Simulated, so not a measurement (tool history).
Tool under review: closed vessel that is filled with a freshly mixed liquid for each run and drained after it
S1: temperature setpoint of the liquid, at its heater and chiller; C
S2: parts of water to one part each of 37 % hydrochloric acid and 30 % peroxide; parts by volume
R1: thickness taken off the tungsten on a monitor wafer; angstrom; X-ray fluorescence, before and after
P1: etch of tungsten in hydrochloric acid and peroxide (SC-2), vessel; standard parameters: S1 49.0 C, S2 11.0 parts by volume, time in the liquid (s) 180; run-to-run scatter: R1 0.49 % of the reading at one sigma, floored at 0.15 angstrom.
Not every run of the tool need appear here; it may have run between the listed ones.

{"run": 1, "hour": 4.3, "S1": 49.0, "S2": 11.0, "time in the liquid (s)": 180, "R1": 285.94}
{"run": 2, "hour": 7.9, "S1": 49.0, "S2": 11.0, "time in the liquid (s)": 180, "R1": 286.17}
{"run": 3, "hour": 11.7, "S1": 35.0, "S2": 11.0, "time in the liquid (s)": 180, "R1": 107.97}
{"run": 4, "hour": 16.1, "S1": 49.0, "S2": 4.0, "time in the liquid (s)": 180, "R1": 623.52}
{"run": 5, "hour": 18.6, "S1": 58.0, "S2": 4.5, "time in the liquid (s)": 180, "R1": 1030.8}
{"run": 6, "hour": 21.6, "S1": 49.0, "S2": 11.0, "time in the liquid (s)": 30, "R1": 47.558}
{"run": 7, "hour": 24.6, "S1": 49.0, "S2": 11.0, "time in the liquid (s)": 180, "R1": 287.83}
{"run": 8, "hour": 28.1, "S1": 49.0, "S2": 11.0, "time in the liquid (s)": 365, "R1": 578.99}
{"run": 9, "hour": 30.0, "S1": 49.0, "S2": 11.0, "time in the liquid (s)": 180, "R1": 289.1}
{"run": 10, "hour": 33.5, "S1": 49.0, "S2": 4.0, "time in the liquid (s)": 85, "R1": 294.29}
{"run": 11, "hour": 37.5, "S1": 58.5, "S2": 11.0, "time in the liquid (s)": 180, "R1": 537.65}
{"run": 12, "hour": 39.7, "S1": 49.0, "S2": 11.0, "time in the liquid (s)": 180, "R1": 287.91}
{"run": 13, "hour": 42.7, "S1": 49.0, "S2": 18.5, "time in the liquid (s)": 180, "R1": 182.88}
{"run": 14, "hour": 44.9, "S1": 49.0, "S2": 6.5, "time in the liquid (s)": 295, "R1": 728.96}
{"run": 15, "hour": 47.3, "S1": 49.0, "S2": 11.0, "time in the liquid (s)": 180, "R1": 286.68}
{"run": 16, "hour": 50.2, "S1": 49.0, "S2": 11.0, "time in the liquid (s)": 180, "R1": 285.4}
{"run": 17, "hour": 53.9, "S1": 49.0, "S2": 11.0, "time in the liquid (s)": 180, "R1": 278.18}
{"run": 18, "hour": 56.5, "S1": 49.0, "S2": 11.0, "time in the liquid (s)": 180, "R1": 272.44}
{"run": 19, "hour": 59.2, "S1": 49.0, "S2": 11.0, "time in the liquid (s)": 180, "R1": 267.53}
{"run": 20, "hour": 62.7, "S1": 49.0, "S2": 11.0, "time in the liquid (s)": 180, "R1": 268.91}
{"hour": 63.4, "done": "new drum of peroxide connected"}
{"run": 21, "hour": 65.1, "S1": 49.0, "S2": 11.0, "time in the liquid (s)": 180, "R1": 267.88}
{"run": 22, "hour": 67.8, "S1": 49.0, "S2": 11.0, "time in the liquid (s)": 180, "R1": 268.03}
{"run": 23, "hour": 70.4, "S1": 49.0, "S2": 11.0, "time in the liquid (s)": 180, "R1": 266.11}
{"run": 24, "hour": 73.4, "S1": 49.0, "S2": 11.0, "time in the liquid (s)": 180, "R1": 265.73}

What P1 gives has crept away from where it was. These 2 causes fit the log equally well, each at the size given:
A: chemicals flow below the setpoint (%) = 8.5
B: liquid colder than its thermometer reads (K) = 1.13
The creep began at about hour 50.2.
Excluded causes, each with its reason:
peroxide weaker than its label (%): maintenance at hour 63.4, after the shift began, did not return the process to its former output

Below are 4 check runs, each averaged over 3 wafers, with their results shown as question marks. Which of them would give clearly different results depending on which cause is behind the drift?
{"run": "check 1", "hour": 76.4, "S1": 49.0, "S2": 14.0, "time in the liquid (s)": 30, "R1": "?"}
{"run": "check 2", "hour": 76.4, "S1": 35.0, "S2": 4.0, "time in the liquid (s)": 180, "R1": "?"}
{"run": "check 3", "hour": 76.4, "S1": 49.0, "S2": 11.0, "time in the liquid (s)": 355, "R1": "?"}
{"run": "check 4", "hour": 76.4, "S1": 58.0, "S2": 15.0, "time in the liquid (s)": 180, "R1": "?"}

What each check would give under each cause:
check=check_1 result=R1 if_A=35.972 if_B=36.047
check=check_2 result=R1 if_A=219.510 if_B=214.520
check=check_3 result=R1 if_A=525.200 if_B=524.990
check=check_4 result=R1 if_A=365.290 if_B=367.770
Distance between the nearest two causes, measured in the result of the check that separates them most: check 1 0.21 %; check 2 2.3 %; check 3 0.04 %; check 4 0.68 %
Only in check 2 would the causes give clearly different results; in the remaining checks their results would be nearly the same.

Check 2 was carried out, with these results: R1 214.630 angstrom. Which of the listed causes is responsible?

The cause is B: liquid colder than its thermometer reads (K).

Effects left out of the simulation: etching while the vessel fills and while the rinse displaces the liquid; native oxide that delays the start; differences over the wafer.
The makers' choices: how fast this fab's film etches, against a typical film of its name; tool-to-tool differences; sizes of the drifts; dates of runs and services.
